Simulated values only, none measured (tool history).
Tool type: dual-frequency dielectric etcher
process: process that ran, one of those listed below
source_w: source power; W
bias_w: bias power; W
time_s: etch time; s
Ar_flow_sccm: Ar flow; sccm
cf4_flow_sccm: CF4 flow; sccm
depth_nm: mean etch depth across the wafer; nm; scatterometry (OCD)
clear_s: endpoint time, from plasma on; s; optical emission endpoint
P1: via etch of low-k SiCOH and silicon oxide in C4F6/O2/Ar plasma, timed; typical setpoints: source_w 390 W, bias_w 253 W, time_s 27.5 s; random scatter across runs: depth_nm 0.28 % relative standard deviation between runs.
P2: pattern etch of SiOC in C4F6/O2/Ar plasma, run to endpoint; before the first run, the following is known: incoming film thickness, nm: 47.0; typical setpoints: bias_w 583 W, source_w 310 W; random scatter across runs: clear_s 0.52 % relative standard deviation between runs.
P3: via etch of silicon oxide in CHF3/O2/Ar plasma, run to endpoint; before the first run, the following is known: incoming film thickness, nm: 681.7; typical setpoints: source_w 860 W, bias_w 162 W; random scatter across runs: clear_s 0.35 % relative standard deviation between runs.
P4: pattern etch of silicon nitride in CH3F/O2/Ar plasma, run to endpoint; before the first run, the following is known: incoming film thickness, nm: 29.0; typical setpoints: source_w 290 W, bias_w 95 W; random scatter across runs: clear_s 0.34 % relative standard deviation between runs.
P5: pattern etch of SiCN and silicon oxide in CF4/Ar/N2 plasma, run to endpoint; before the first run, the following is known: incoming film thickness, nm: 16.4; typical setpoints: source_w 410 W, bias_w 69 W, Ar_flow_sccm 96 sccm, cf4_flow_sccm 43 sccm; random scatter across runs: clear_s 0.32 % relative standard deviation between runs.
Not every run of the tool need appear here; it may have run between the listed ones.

run 1 day=0.317 | process=P1 source_w=390 bias_w=253 time_s=27.5 | depth_nm=70.798
run 2 day=0.708 | process=P1 source_w=390 bias_w=253 time_s=34 | depth_nm=87.577
run 3 day=1.138 | process=P1 source_w=390 bias_w=253 time_s=27.5 | depth_nm=70.752
run 4 day=1.429 | process=P1 source_w=510 bias_w=253 time_s=36.5 | depth_nm=103.81
run 5 day=1.942 | process=P3 source_w=860 bias_w=162 | clear_s=301.69
run 6 day=2.458 | process=P5 source_w=410 bias_w=69 Ar_flow_sccm=96 cf4_flow_sccm=43 | clear_s=23.223
run 7 day=2.933 | process=P2 source_w=310 bias_w=368 | clear_s=19.015
run 8 day=3.288 | process=P5 source_w=410 bias_w=69 Ar_flow_sccm=57 cf4_flow_sccm=43 | clear_s=21.347
run 9 day=3.8 | process=P1 source_w=390 bias_w=325 time_s=27.5 | depth_nm=77.047
run 10 day=4.038 | process=P2 source_w=310 bias_w=583 | clear_s=16.037
run 11 day=4.362 | process=P1 source_w=390 bias_w=253 time_s=27.5 | depth_nm=70.747
run 12 day=4.879 | process=P5 source_w=410 bias_w=69 Ar_flow_sccm=96 cf4_flow_sccm=43 | clear_s=23.193
run 13 day=5.112 | process=P1 source_w=390 bias_w=253 time_s=19.5 | depth_nm=50.509
run 14 day=5.575 | process=P3 source_w=1040 bias_w=162 | clear_s=280.99
run 15 day=5.825 | process=P1 source_w=390 bias_w=180 time_s=27.5 | depth_nm=63.38
run 16 day=6.096 | process=P1 source_w=390 bias_w=253 time_s=27.5 | depth_nm=70.561
run 17 day=6.45 | process=P4 source_w=380 bias_w=95 | clear_s=38.38
run 18 day=6.725 | process=P4 source_w=290 bias_w=95 | clear_s=42.469
run 19 day=7.1 | process=P1 source_w=240 bias_w=253 time_s=27.5 | depth_nm=58.742
run 20 day=7.529 | process=P1 source_w=510 bias_w=253 time_s=27.5 | depth_nm=78.511
run 21 day=7.946 | process=P1 source_w=390 bias_w=253 time_s=27.5 | depth_nm=70.572
run 22 day=8.467 | process=P5 source_w=270 bias_w=69 Ar_flow_sccm=96 cf4_flow_sccm=43 | clear_s=33.486
run 23 day=8.742 | process=P1 source_w=300 bias_w=300 time_s=27.5 | depth_nm=67.93
run 24 day=9.104 | process=P3 source_w=860 bias_w=162 | clear_s=300.67
run 25 day=9.471 | process=P1 source_w=390 bias_w=253 time_s=27.5 | depth_nm=71.154
run 26 day=9.904 | process=P4 source_w=290 bias_w=129 | clear_s=37.753
run 27 day=10.25 | process=P5 source_w=410 bias_w=69 Ar_flow_sccm=96 cf4_flow_sccm=55 | clear_s=22.222
run 28 day=10.546 | process=P3 source_w=860 bias_w=129 | clear_s=324.36
run 29 day=10.925 | process=P2 source_w=210 bias_w=583 | clear_s=18.481
run 30 day=11.304 | process=P5 source_w=410 bias_w=45 Ar_flow_sccm=96 cf4_flow_sccm=43 | clear_s=26.926
run 31 day=11.688 | process=P1 source_w=390 bias_w=253 time_s=27.5 | depth_nm=70.855
run 32 day=12.117 | process=P1 source_w=390 bias_w=253 time_s=27.5 | depth_nm=70.987
run 33 day=12.371 | process=P1 source_w=390 bias_w=253 time_s=27.5 | depth_nm=71.313
run 34 day=12.721 | process=P1 source_w=390 bias_w=253 time_s=27.5 | depth_nm=71.26
run 35 day=13.25 | process=P1 source_w=390 bias_w=253 time_s=27.5 | depth_nm=71.576
run 36 day=13.638 | process=P1 source_w=390 bias_w=253 time_s=27.5 | depth_nm=71.588
run 37 day=13.979 | process=P1 source_w=390 bias_w=253 time_s=27.5 | depth_nm=71.731
-- day=14.121 wet clean of the chamber
run 38 day=14.3 | process=P1 source_w=390 bias_w=253 time_s=27.5 | depth_nm=71.674
run 39 day=14.538 | process=P1 source_w=390 bias_w=253 time_s=27.5 | depth_nm=71.746
run 40 day=15.038 | process=P1 source_w=390 bias_w=253 time_s=27.5 | depth_nm=71.541

Something has made what P1 gives creep away from where it was; the 2 causes below, each at its own stated size, fit the log equally well:
A: source power that arrives over what is set, % = 3.74
B: bias power that arrives over what is set, % = 4.21
The process output started creeping at around day 11.688.
The rest of the possible causes, and what rules out each one:
chamber walls in a state that raises the etch rate, %: serviced after onset, at day 14.121, with no recovery of the prior output

Below are 4 check runs, each averaged over 2 wafers, with their results shown as question marks. Which of them would give clearly different results depending on which cause is behind the drift?
run check 1 day=15.538 | process=P4 source_w=370 bias_w=112 | clear_s=?
run check 2 day=15.538 | process=P3 source_w=860 bias_w=138 | clear_s=?
run check 3 day=15.538 | process=P5 source_w=410 bias_w=45 Ar_flow_sccm=64 cf4_flow_sccm=43 | clear_s=?
run check 4 day=15.538 | process=P2 source_w=220 bias_w=382 | clear_s=?

Expected result of each check under each candidate cause:
check=check_1 result=clear_s if_A=36.056 if_B=35.984
check=check_2 result=clear_s if_A=312.94 if_B=313.45
check=check_3 result=clear_s if_A=24.146 if_B=24.637
check=check_4 result=clear_s if_A=21.089 if_B=21.052
Smallest distance between any two causes, each pair judged by its most separating result, in per cent: check 1 0.2 %; check 2 0.16 %; check 3 2.01 %; check 4 0.17 %
Of the check runs offered, only check 3 discriminates between the causes; the rest would read about the same regardless of which cause applies.

Running check 3 produced the following: clear_s 24.69 s. Which one of the listed causes fits?

It was cause B: bias power that arrives over what is set, %.

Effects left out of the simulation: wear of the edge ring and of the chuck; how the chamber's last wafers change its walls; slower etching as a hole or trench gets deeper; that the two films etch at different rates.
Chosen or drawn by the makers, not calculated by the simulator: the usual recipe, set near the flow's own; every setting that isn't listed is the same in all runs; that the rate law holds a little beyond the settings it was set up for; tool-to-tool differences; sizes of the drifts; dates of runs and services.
